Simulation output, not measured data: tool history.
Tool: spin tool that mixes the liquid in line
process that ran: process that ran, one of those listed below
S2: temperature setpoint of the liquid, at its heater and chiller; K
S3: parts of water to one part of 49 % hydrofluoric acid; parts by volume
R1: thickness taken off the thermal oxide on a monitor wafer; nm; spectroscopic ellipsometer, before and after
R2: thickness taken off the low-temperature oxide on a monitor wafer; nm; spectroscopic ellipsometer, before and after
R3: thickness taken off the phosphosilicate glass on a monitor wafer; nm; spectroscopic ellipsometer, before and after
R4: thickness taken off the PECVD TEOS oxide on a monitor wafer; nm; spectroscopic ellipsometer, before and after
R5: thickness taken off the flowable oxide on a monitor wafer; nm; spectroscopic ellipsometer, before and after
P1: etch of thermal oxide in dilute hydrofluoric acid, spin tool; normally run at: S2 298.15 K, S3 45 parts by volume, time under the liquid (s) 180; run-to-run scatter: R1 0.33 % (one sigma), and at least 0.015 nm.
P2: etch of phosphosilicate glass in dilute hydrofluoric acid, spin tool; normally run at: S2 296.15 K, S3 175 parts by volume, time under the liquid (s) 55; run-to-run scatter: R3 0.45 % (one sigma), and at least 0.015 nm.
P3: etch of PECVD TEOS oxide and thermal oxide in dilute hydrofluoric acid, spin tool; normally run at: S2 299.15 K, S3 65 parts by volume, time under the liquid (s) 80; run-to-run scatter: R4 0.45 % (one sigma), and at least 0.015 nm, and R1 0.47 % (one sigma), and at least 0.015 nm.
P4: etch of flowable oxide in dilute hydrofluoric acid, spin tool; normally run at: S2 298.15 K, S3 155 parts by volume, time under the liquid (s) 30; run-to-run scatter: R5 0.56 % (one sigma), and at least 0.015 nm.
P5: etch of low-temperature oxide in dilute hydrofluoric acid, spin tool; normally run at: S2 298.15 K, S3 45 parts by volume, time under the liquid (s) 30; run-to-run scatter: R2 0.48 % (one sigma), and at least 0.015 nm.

{"run": 1, "hour": 10.4, "process that ran": "P1", "S2": 298.15, "S3": 45, "time under the liquid (s)": 180, "R1": 21.509}
{"run": 2, "hour": 15.8, "process that ran": "P5", "S2": 298.15, "S3": 45, "time under the liquid (s)": 30, "R2": 14.46}
{"run": 3, "hour": 23.8, "process that ran": "P2", "S2": 296.15, "S3": 175, "time under the liquid (s)": 55, "R3": 34.319}
{"run": 4, "hour": 31.4, "process that ran": "P1", "S2": 303.65, "S3": 20, "time under the liquid (s)": 180, "R1": 62.329}
{"run": 5, "hour": 40.0, "process that ran": "P3", "S2": 299.15, "S3": 65, "time under the liquid (s)": 80, "R1": 7.0299, "R4": 14.043}
{"run": 6, "hour": 46.9, "process that ran": "P2", "S2": 291.65, "S3": 175, "time under the liquid (s)": 55, "R3": 28.773}
{"run": 7, "hour": 57.6, "process that ran": "P1", "S2": 298.15, "S3": 45, "time under the liquid (s)": 180, "R1": 21.383}
{"hour": 67.2, "done": "thermometer replaced"}
{"run": 8, "hour": 67.5, "process that ran": "P4", "S2": 298.15, "S3": 155, "time under the liquid (s)": 15, "R5": 4.7797}
{"run": 9, "hour": 75.2, "process that ran": "P1", "S2": 298.15, "S3": 45, "time under the liquid (s)": 180, "R1": 21.424}
{"run": 10, "hour": 84.2, "process that ran": "P1", "S2": 305.65, "S3": 45, "time under the liquid (s)": 180, "R1": 28.963}
{"hour": 94.4, "done": "hydrofluoric acid flow meter replaced"}
{"run": 11, "hour": 94.4, "process that ran": "P1", "S2": 298.15, "S3": 20, "time under the liquid (s)": 180, "R1": 50.02}
{"run": 12, "hour": 100.4, "process that ran": "P1", "S2": 298.15, "S3": 45, "time under the liquid (s)": 180, "R1": 21.31}
{"run": 13, "hour": 106.8, "process that ran": "P1", "S2": 298.15, "S3": 45, "time under the liquid (s)": 180, "R1": 21.467}
{"run": 14, "hour": 115.0, "process that ran": "P1", "S2": 292.65, "S3": 25, "time under the liquid (s)": 180, "R1": 31.446}
{"run": 15, "hour": 125.0, "process that ran": "P5", "S2": 305.15, "S3": 45, "time under the liquid (s)": 30, "R2": 19.301}
{"run": 16, "hour": 135.9, "process that ran": "P2", "S2": 296.15, "S3": 175, "time under the liquid (s)": 55, "R3": 34.221}
{"run": 17, "hour": 143.9, "process that ran": "P4", "S2": 293.15, "S3": 155, "time under the liquid (s)": 30, "R5": 7.7607}
{"run": 18, "hour": 150.3, "process that ran": "P3", "S2": 299.15, "S3": 25, "time under the liquid (s)": 80, "R1": 19.34, "R4": 38.642}
{"run": 19, "hour": 158.4, "process that ran": "P3", "S2": 299.15, "S3": 65, "time under the liquid (s)": 25, "R1": 2.175, "R4": 4.3352}
{"run": 20, "hour": 166.0, "process that ran": "P1", "S2": 298.15, "S3": 70, "time under the liquid (s)": 180, "R1": 13.295}
{"run": 21, "hour": 176.4, "process that ran": "P1", "S2": 298.15, "S3": 45, "time under the liquid (s)": 265, "R1": 31.63}
{"run": 22, "hour": 185.2, "process that ran": "P3", "S2": 303.65, "S3": 65, "time under the liquid (s)": 80, "R1": 8.3221, "R4": 16.698}
{"run": 23, "hour": 191.3, "process that ran": "P5", "S2": 298.15, "S3": 20, "time under the liquid (s)": 30, "R2": 33.934}
{"run": 24, "hour": 201.2, "process that ran": "P3", "S2": 299.15, "S3": 65, "time under the liquid (s)": 80, "R1": 6.9817, "R4": 13.987}
{"run": 25, "hour": 206.6, "process that ran": "P2", "S2": 296.15, "S3": 175, "time under the liquid (s)": 100, "R3": 62.297}
{"run": 26, "hour": 216.8, "process that ran": "P1", "S2": 298.15, "S3": 45, "time under the liquid (s)": 180, "R1": 21.367}
{"run": 27, "hour": 223.0, "process that ran": "P5", "S2": 298.15, "S3": 45, "time under the liquid (s)": 15, "R2": 7.2945}
{"run": 28, "hour": 233.3, "process that ran": "P4", "S2": 298.15, "S3": 155, "time under the liquid (s)": 30, "R5": 9.5337}
{"run": 29, "hour": 239.6, "process that ran": "P2", "S2": 296.15, "S3": 285, "time under the liquid (s)": 55, "R3": 18.887}
{"run": 30, "hour": 249.8, "process that ran": "P4", "S2": 298.15, "S3": 45, "time under the liquid (s)": 30, "R5": 37.447}
{"run": 31, "hour": 259.8, "process that ran": "P4", "S2": 298.15, "S3": 155, "time under the liquid (s)": 30, "R5": 9.4723}
{"run": 32, "hour": 267.5, "process that ran": "P1", "S2": 291.65, "S3": 45, "time under the liquid (s)": 180, "R1": 16.277}
{"run": 33, "hour": 275.3, "process that ran": "P1", "S2": 298.15, "S3": 45, "time under the liquid (s)": 40, "R1": 4.7738}
{"run": 34, "hour": 280.8, "process that ran": "P1", "S2": 298.15, "S3": 45, "time under the liquid (s)": 180, "R1": 21.49}
{"run": 35, "hour": 286.9, "process that ran": "P1", "S2": 298.15, "S3": 45, "time under the liquid (s)": 180, "R1": 21.971}
{"run": 36, "hour": 294.4, "process that ran": "P1", "S2": 298.15, "S3": 45, "time under the liquid (s)": 180, "R1": 22.592}
{"run": 37, "hour": 299.4, "process that ran": "P1", "S2": 298.15, "S3": 45, "time under the liquid (s)": 180, "R1": 22.748}
{"run": 38, "hour": 305.6, "process that ran": "P1", "S2": 298.15, "S3": 45, "time under the liquid (s)": 180, "R1": 23.03}
{"run": 39, "hour": 312.0, "process that ran": "P1", "S2": 298.15, "S3": 45, "time under the liquid (s)": 180, "R1": 23.202}
{"run": 40, "hour": 322.9, "process that ran": "P1", "S2": 298.15, "S3": 45, "time under the liquid (s)": 180, "R1": 23.424}
{"run": 41, "hour": 331.4, "process that ran": "P1", "S2": 298.15, "S3": 45, "time under the liquid (s)": 180, "R1": 23.446}
{"run": 42, "hour": 340.1, "process that ran": "P1", "S2": 298.15, "S3": 45, "time under the liquid (s)": 180, "R1": 23.571}
{"run": 43, "hour": 348.7, "process that ran": "P1", "S2": 298.15, "S3": 45, "time under the liquid (s)": 180, "R1": 23.468}
{"run": 44, "hour": 355.9, "process that ran": "P1", "S2": 298.15, "S3": 45, "time under the liquid (s)": 180, "R1": 23.577}

What P1 gives has crept away from where it was. These 2 causes fit the log equally well, each at the size given:
A: liquid hotter than its thermometer reads (K) = 2.4
B: hydrofluoric acid flow above the setpoint (%) = 9.64
The creep began at about hour 280.8.

4 check runs are offered, one wafer each, their results left as question marks. Which one tells the causes apart?
{"run": "check 1", "hour": 363.1, "process that ran": "P2", "S2": 296.15, "S3": 280, "time under the liquid (s)": 55, "R3": "?"}
{"run": "check 2", "hour": 363.1, "process that ran": "P4", "S2": 295.15, "S3": 95, "time under the liquid (s)": 30, "R5": "?"}
{"run": "check 3", "hour": 363.1, "process that ran": "P5", "S2": 304.15, "S3": 30, "time under the liquid (s)": 30, "R2": "?"}
{"run": "check 4", "hour": 363.1, "process that ran": "P3", "S2": 303.15, "S3": 65, "time under the liquid (s)": 80, "R1": "?", "R4": "?"}

What each check would give under each cause:
check=check_1 result=R3 if_A=20.974 if_B=21.656
check=check_2 result=R5 if_A=16.38 if_B=16.475
check=check_3 result=R2 if_A=31.349 if_B=31.409
check=check_4 result=R1 if_A=8.9635 if_B=9.0428
check=check_4 result=R4 if_A=17.945 if_B=18.104
How far apart the two closest causes lie, in the result that separates them most: check 1 3.2 %; check 2 0.58 %; check 3 0.19 %; check 4 0.88 %
Only check 1 tells the causes apart: in the others they would give nearly the same result.

Check 1 was then run and gave: R3 21.823 nm. Which cause is it?

It is B: hydrofluoric acid flow above the setpoint (%).
